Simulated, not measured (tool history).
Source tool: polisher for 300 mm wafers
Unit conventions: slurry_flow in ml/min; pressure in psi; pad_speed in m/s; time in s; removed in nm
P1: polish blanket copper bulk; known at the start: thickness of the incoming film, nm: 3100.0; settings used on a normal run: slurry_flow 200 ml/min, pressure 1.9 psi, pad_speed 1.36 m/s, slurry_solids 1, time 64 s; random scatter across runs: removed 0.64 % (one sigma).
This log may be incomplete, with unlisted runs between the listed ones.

run,hour,slurry_flow,pressure,pad_speed,slurry_solids,time,wafers polished on this pad,hours since the slurry nozzle was cleaned,hours since the head pressure was calibrated,hours since the slurry blender was calibrated,removed
1,9.2,200,1.9,1.36,1,64,618,328.7,923.1,60,476.97
2,26.3,200,1.9,1.36,1.3,64,825,345.8,940.2,77.1,508.36
# hour 32.5: slurry blender recalibrated
3,36.3,120,1.9,1.36,1,64,946,355.8,950.2,3.9,435.3
4,46.7,200,1.9,1.36,1,97,1072,366.2,960.6,14.3,732.3
# hour 51.4: slurry nozzle cleaned
5,54.6,315,1.9,1.36,1,64,1168,3.2,968.5,22.2,505.35
6,71.5,200,0.9,1.36,1,64,1372,20.1,985.4,39.1,227.98
7,85.4,200,1.9,1.36,1,64,1541,34,999.3,53,485.25
8,94,200,1.9,2,1,40,1645,42.6,1007.9,61.6,437.88
9,104.2,200,1.9,2.02,1,64,1768,52.8,1018.1,71.8,708.38
10,112.9,200,1.9,1.36,1,64,1873,61.5,1026.8,80.5,477.39
11,130,200,1.9,0.78,1,64,2080,78.6,1043.9,97.6,277.78
12,143.4,200,1.9,1.36,0.65,64,2242,92,1057.3,111,439.22
13,153.4,200,1.9,1.36,1,64,2363,102,1067.3,121,484.45
14,163.9,200,1.9,2,1,84,2490,112.5,1077.8,131.5,931.71
15,176.2,200,2.7,1.36,1,64,2639,124.8,1090.1,143.8,681.36
# hour 177.9: head pressure recalibrated
16,186.9,200,1.9,1.36,1,32,2769,135.5,9.1,154.5,240.49
17,202.5,200,2.5,1.36,0.55,64,2958,151.1,24.7,170.1,564.29
18,210.7,200,1.9,1.36,1,64,3057,159.3,32.9,178.3,481.85
19,220,200,1.9,1.36,1,64,3169,168.6,42.2,187.6,460.8
20,237.2,200,1.9,1.36,1,64,3378,185.8,59.4,204.8,448.53
# hour 245.3: head pressure recalibrated
21,246.2,200,1.9,1.36,1,64,3486,194.8,1,213.8,453.41
22,257.6,200,1.9,1.36,1,64,3624,206.2,12.4,225.2,440.04

For run 23, what comes out?
# hour 259.6: slurry blender recalibrated
23,272.7,200,1.9,1.36,1,64,3807,221.3,27.5,13.2,?

{"run 23": {"removed": 439.45}}

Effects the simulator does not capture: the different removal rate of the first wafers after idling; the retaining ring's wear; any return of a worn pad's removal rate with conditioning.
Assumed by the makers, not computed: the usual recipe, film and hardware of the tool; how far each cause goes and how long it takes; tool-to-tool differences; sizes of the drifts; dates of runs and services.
